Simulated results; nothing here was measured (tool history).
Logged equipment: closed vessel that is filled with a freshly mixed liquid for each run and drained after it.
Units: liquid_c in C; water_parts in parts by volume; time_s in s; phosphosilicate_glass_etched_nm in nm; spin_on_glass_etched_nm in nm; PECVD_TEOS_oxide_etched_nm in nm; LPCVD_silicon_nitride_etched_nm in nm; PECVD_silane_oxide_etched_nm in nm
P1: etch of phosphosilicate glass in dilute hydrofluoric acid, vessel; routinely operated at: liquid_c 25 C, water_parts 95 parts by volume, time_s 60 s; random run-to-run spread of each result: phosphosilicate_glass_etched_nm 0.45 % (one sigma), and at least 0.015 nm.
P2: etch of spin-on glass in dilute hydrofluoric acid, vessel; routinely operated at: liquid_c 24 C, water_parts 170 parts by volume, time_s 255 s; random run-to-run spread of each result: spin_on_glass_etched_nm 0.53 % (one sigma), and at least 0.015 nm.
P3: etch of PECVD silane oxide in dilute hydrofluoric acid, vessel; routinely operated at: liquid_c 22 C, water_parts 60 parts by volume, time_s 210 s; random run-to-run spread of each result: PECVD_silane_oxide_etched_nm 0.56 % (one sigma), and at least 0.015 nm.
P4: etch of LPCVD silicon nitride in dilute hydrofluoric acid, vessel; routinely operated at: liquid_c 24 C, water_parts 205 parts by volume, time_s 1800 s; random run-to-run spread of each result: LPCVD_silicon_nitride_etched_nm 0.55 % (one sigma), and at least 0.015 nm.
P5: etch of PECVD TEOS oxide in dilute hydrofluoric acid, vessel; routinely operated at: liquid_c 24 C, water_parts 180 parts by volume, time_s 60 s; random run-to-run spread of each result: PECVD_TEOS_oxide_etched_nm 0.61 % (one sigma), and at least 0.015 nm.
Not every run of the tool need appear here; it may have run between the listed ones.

run,hour,process,liquid_c,water_parts,time_s,phosphosilicate_glass_etched_nm,spin_on_glass_etched_nm,PECVD_TEOS_oxide_etched_nm,LPCVD_silicon_nitride_etched_nm,PECVD_silane_oxide_etched_nm
1,11.1,P1,25,95,60,92.909,,,,
2,20.5,P1,25,95,110,171.380,,,,
3,32.3,P1,25,95,60,93.209,,,,
4,39.6,P1,19,95,60,73.393,,,,
5,51.0,P2,24,170,255,,57.575,,,
6,60.9,P1,25,95,60,94.110,,,,
# hour 66.0: thermometer replaced
7,72.1,P1,30,95,95,180.050,,,,
8,79.4,P5,29,180,60,,,5.6752,,
9,86.3,P1,25,165,60,49.210,,,,
10,92.5,P5,24,300,60,,,2.4998,,
11,100.5,P2,24,310,255,,27.136,,,
12,112.5,P4,24,205,750,,,,1.7149,
13,118.5,P1,25,20,60,491.800,,,,
14,131.8,P2,24,170,95,,21.380,,,
15,142.4,P1,25,95,30,46.864,,,,
16,155.6,P4,24,205,1800,,,,4.1575,
17,162.8,P1,25,95,60,93.283,,,,
18,173.9,P1,25,95,60,93.866,,,,
19,180.5,P4,20,205,1800,,,,3.2590,
20,194.0,P3,17,60,210,,,,,43.122
21,203.3,P5,24,180,30,,,2.3057,,
22,216.5,P3,22,60,210,,,,,53.654
23,228.9,P4,24,205,1800,,,,4.1514,
24,237.5,P3,22,60,210,,,,,53.482
25,244.0,P3,22,60,100,,,,,25.213
26,252.6,P1,32,95,60,122.240,,,,
27,259.4,P2,17,170,255,,43.855,,,
28,271.8,P4,24,375,1800,,,,2.2631,
29,281.4,P3,22,85,210,,,,,36.788
30,290.8,P5,24,180,60,,,4.7160,,
31,298.8,P1,25,95,60,94.168,,,,
32,305.9,P1,25,95,60,90.657,,,,
33,313.3,P1,25,95,60,88.209,,,,
34,322.6,P1,25,95,60,87.182,,,,
35,332.8,P1,25,95,60,86.222,,,,
36,342.6,P1,25,95,60,85.542,,,,
37,356.2,P1,25,95,60,85.344,,,,
38,363.4,P1,25,95,60,85.216,,,,

P1 has crept away from where it was. The log is fitted equally well by each of these 2 causes, at the sizes shown:
A: hydrofluoric acid flow below the setpoint (%) = 7.83
B: liquid colder than its thermometer reads (K) = 2.31
Onset of the creep was near hour 298.8.

The check runs listed below each take one wafer, and their results are still question marks. Under which run would the listed causes lead to clearly different results?
check 1,370.6,P2,24,170,255,,?,,,
check 2,370.6,P3,22,60,210,,,,,?
check 3,370.6,P4,24,205,1800,,,,?,
check 4,370.6,P5,24,180,60,,,?,,

Check results expected under each cause:
check,result,if A,if B
check 1,spin_on_glass_etched_nm,52.202,52.690
check 2,PECVD_silane_oxide_etched_nm,49.014,48.582
check 3,LPCVD_silicon_nitride_etched_nm,3.8346,3.5874
check 4,PECVD_TEOS_oxide_etched_nm,4.2591,4.3045
Per check, the gap between the least separated pair of causes, taken in the result that splits them most: check 1 0.93 %; check 2 0.89 %; check 3 6.66 %; check 4 1.06 %
Only check 3 tells the causes apart: in the others they would give nearly the same result.

Here is what check 3 returned: LPCVD_silicon_nitride_etched_nm 3.5839 nm. Which cause is it?

The correct cause is B, namely: liquid colder than its thermometer reads (K).
